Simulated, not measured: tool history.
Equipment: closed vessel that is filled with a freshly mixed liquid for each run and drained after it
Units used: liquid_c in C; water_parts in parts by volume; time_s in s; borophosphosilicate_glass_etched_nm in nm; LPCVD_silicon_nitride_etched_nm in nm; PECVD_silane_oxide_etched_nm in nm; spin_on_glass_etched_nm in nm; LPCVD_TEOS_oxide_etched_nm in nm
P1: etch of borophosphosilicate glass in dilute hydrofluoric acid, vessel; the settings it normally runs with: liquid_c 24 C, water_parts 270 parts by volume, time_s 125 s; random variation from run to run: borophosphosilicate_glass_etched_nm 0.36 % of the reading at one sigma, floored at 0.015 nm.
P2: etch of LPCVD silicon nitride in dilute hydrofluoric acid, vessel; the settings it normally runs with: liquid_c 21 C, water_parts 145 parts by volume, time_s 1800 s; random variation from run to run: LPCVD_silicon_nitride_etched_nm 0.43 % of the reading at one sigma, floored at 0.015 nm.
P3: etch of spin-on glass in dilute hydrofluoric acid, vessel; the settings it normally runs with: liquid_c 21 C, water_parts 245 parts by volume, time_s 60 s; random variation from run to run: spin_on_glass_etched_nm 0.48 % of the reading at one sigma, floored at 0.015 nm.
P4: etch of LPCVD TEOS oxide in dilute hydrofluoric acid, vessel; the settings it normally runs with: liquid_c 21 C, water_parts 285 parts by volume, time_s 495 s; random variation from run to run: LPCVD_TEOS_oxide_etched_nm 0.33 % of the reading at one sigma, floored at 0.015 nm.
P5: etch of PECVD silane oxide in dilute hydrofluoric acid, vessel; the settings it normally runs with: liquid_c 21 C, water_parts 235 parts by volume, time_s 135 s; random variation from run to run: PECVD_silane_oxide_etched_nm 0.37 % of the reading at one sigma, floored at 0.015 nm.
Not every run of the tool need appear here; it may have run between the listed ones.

run    day  process  liquid_c  water_parts  time_s  borophosphosilicate_glass_etched_nm  LPCVD_silicon_nitride_etched_nm  PECVD_silane_oxide_etched_nm  spin_on_glass_etched_nm  LPCVD_TEOS_oxide_etched_nm
  1  0.125       P1        24          270     125                              10.5650
  2  0.267       P2        21          145    1800                                                                4.9618
  3  0.450       P1        18          270     125                               8.4219
  4  0.546       P2        21          145    3320                                                                9.1097
  5  0.658       P5        17          235     135                                                                                              7.0874
  6  0.771       P3        21          245      60                                                                                                                       6.2894
  7  0.904       P5        21          235     135                                                                                              8.3039
  8  1.008       P1        24          270     125                              10.5220
  9  1.108       P1        24          270     240                              20.3520
 10  1.296       P3        17          245      60                                                                                                                       5.4415
 11  1.462       P1        24          270     125                              10.5660
 12  1.588       P1        24          385      30                               1.5843
 13  1.688       P1        24          415     125                               5.9576
 14  1.796       P4        21          285     495                                                                                                                                                   37.799
 15  1.912       P2        21          255    1800                                                                2.8282
 16  2.021       P1        24          270     125                              10.5690
 17  2.233       P4        21           90     495                                                                                                                                                  146.810
 18  2.417       P1        32          270     125                              13.7200
     2.529  -- thermometer replaced
 19  2.575       P2        29          145    1800                                                                8.1527
     2.617  -- hydrofluoric acid flow meter replaced
 20  2.688       P1        24          270      30                               2.5016
 21  2.850       P4        21          285     725                                                                                                                                                   55.625
 22  3.021       P5        21          235     135                                                                                              8.1722
 23  3.154       P3        21          245      30                                                                                                                       3.1826
 24  3.258       P4        21          285     495                                                                                                                                                   37.997
 25  3.383       P1        24           75     125                              47.2400
 26  3.492       P4        17          285     495                                                                                                                                                   32.653
 27  3.654       P3        21          380      60                                                                                                                       3.5692
 28  3.754       P2        21          145    1800                                                                4.9151
 29  3.921       P5        21          125     135                                                                                             17.4770
 30  4.129       P5        21          235     215                                                                                             13.1020
 31  4.292       P1        24          270     125                              10.5270
 32  4.479       P1        24          270     125                              10.8170
 33  4.679       P1        24          270     125                              10.9510
 34  4.842       P1        24          270     125                              10.9890
 35  5.004       P1        24          270     125                              11.1000
 36  5.129       P1        24          270     125                              11.1000
 37  5.338       P1        24          270     125                              11.0730
 38  5.500       P1        24          270     125                              11.1770
 39  5.658       P1        24          270     125                              11.1900
 40  5.771       P1        24          270     125                              11.2200
 41  5.938       P1        24          270     125                              11.2070
 42  6.129       P1        24          270     125                              11.2050

Something has made what P1 gives creep away from where it was; the 2 causes below, each at its own stated size, fit the log equally well:
A: hydrofluoric acid flow above the setpoint (%) = 5.05
B: liquid hotter than its thermometer reads (K) = 1.79
The process output started creeping at around day 4.292.

Question marks stand in for the results of the 4 check runs listed below, each run on one wafer. Under which run would the listed causes show clearly different results?
check 1  6.321       P5        21          235     135                                                                                                   ?
check 2  6.321       P4        21          285     495                                                                                                                                                        ?
check 3  6.321       P3        21          245      60                                                                                                                            ?
check 4  6.321       P2        21          145    1800                                                                     ?

What each check would give under each cause:
  check                           result    if A    if B
check 1     PECVD_silane_oxide_etched_nm  8.7779  8.8307
check 2       LPCVD_TEOS_oxide_etched_nm  40.257  40.353
check 3          spin_on_glass_etched_nm  6.7196  6.7550
check 4  LPCVD_silicon_nitride_etched_nm  5.1784  5.5520
How far apart the two closest causes lie, in the result that separates them most: check 1 0.6 %; check 2 0.24 %; check 3 0.52 %; check 4 6.97 %
Check 4 distinguishes between the causes, while the remaining checks would return nearly the same result for all of them.

Check 4 was then run and gave: LPCVD_silicon_nitride_etched_nm 5.1881 nm. Which cause is it?

A is the cause: hydrofluoric acid flow above the setpoint (%).
